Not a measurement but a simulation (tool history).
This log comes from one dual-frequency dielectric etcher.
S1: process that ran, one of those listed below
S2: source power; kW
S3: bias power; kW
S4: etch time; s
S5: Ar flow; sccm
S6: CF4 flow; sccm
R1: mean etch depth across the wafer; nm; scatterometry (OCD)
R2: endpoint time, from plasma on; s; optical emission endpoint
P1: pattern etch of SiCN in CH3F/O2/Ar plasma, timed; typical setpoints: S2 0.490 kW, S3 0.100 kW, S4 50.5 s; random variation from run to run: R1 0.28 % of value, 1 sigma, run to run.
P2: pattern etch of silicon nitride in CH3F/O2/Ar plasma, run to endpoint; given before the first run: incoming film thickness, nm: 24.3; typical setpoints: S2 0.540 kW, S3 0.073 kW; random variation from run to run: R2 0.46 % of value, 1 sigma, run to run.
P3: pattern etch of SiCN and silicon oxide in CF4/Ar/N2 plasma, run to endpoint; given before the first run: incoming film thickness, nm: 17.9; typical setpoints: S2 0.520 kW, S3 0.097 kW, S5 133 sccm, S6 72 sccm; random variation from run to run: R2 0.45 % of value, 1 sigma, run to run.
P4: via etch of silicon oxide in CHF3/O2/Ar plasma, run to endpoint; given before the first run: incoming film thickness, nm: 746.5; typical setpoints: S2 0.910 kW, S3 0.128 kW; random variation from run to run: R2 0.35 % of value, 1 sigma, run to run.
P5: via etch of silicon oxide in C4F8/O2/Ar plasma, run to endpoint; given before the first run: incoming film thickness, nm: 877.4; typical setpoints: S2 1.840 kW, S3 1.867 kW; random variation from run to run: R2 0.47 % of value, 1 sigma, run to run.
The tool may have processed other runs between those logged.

run	hour	S1	S2	S3	S4	S5	S6	R1	R2
1	11.7	P1	0.490	0.100	50.5			23.327	
2	22.2	P1	0.490	0.100	50.5			23.355	
3	31.8	P1	0.490	0.100	50.5			23.386	
4	38.9	P1	0.350	0.100	50.5			20.627	
5	46.1	P3	0.520	0.097		133	72		17.643
6	53.1	P1	0.490	0.122	63.5			31.804	
7	64.4	P1	0.490	0.100	62.5			28.878	
8	75.8	P2	0.540	0.073					31.667
9	84.8	P2	0.310	0.073					38.769
10	93.1	P1	0.490	0.100	50.5			23.380	
11	102.1	P1	0.490	0.100	28.0			12.973	
12	113.3	P3	0.520	0.097		81	72		16.432
13	124.0	P3	0.520	0.097		133	72		17.524
14	135.2	P5	2.450	1.867					160.680
15	145.6	P2	0.540	0.054					34.709
16	153.9	P1	0.490	0.100	50.5			23.363	
17	165.8	P1	0.490	0.060	50.5			19.540	
18	171.1	P1	0.490	0.100	50.5			23.418	
19	183.0	P4	0.910	0.128					358.160
20	193.8	P5	1.840	2.573					164.240
21	205.3	P5	1.840	1.867					181.240
22	215.6	P4	0.670	0.128					402.070
23	225.8	P1	0.660	0.100	50.5			26.048	
24	236.4	P1	0.490	0.132	50.5			25.936	
25	246.6	P5	1.840	1.867					180.160
26	255.2	P4	0.910	0.165					330.640
27	262.8	P1	0.490	0.123	28.0			13.996	
28	270.3	P3	0.520	0.073		133	72		19.498
29	279.8	P3	0.720	0.097		133	72		13.197
30	285.2	P3	0.520	0.097		133	90		16.940
31	292.3	P1	0.490	0.100	50.5			23.254	
32	300.8	P1	0.490	0.100	50.5			23.556	
33	311.1	P1	0.490	0.100	50.5			23.696	
34	318.0	P1	0.490	0.100	50.5			23.710	
# hour 319.0: wet clean of the chamber
35	324.2	P1	0.490	0.100	50.5			23.716	
36	333.8	P1	0.490	0.100	50.5			23.764	
37	341.3	P1	0.490	0.100	50.5			23.714	
38	348.7	P1	0.490	0.100	50.5			23.764	
39	358.3	P1	0.490	0.100	50.5			23.821	

P1 has crept away from where it was. The log is fitted equally well by each of these 2 causes, at the sizes shown:
A: bias power that arrives over what is set, % = 4.55
B: source power that arrives over what is set, % = 4.6
The creep began at about hour 292.3.
What rules out each remaining cause:
chamber walls in a state that raises the etch rate, %: was serviced at hour 319.0, once the creep was under way, yet the earlier output never came back

Which of the 4 check runs listed below, each an average over 2 wafers with its results shown as question marks, gives clearly different results under the different listed causes?
check 1	367.9	P5	2.150	2.558					?
check 2	367.9	P2	0.320	0.062					?
check 3	367.9	P4	0.910	0.150					?
check 4	367.9	P3	0.520	0.097		133	86		?

If the cause were each of the candidates in turn, the checks would give the following:
check	result	if A	if B
check 1	R2	152.870	152.210
check 2	R2	40.003	39.920
check 3	R2	335.640	334.450
check 4	R2	16.797	16.409
Separation of the two closest causes in each check, using whichever result separates them best: check 1 0.44 %; check 2 0.21 %; check 3 0.36 %; check 4 2.34 %
Check 4 tells the causes apart: in the others they would give nearly the same result.

The results of check 4 are: R2 16.709 s. Based on these, which of the listed causes is it?

The cause is A: bias power that arrives over what is set, %.

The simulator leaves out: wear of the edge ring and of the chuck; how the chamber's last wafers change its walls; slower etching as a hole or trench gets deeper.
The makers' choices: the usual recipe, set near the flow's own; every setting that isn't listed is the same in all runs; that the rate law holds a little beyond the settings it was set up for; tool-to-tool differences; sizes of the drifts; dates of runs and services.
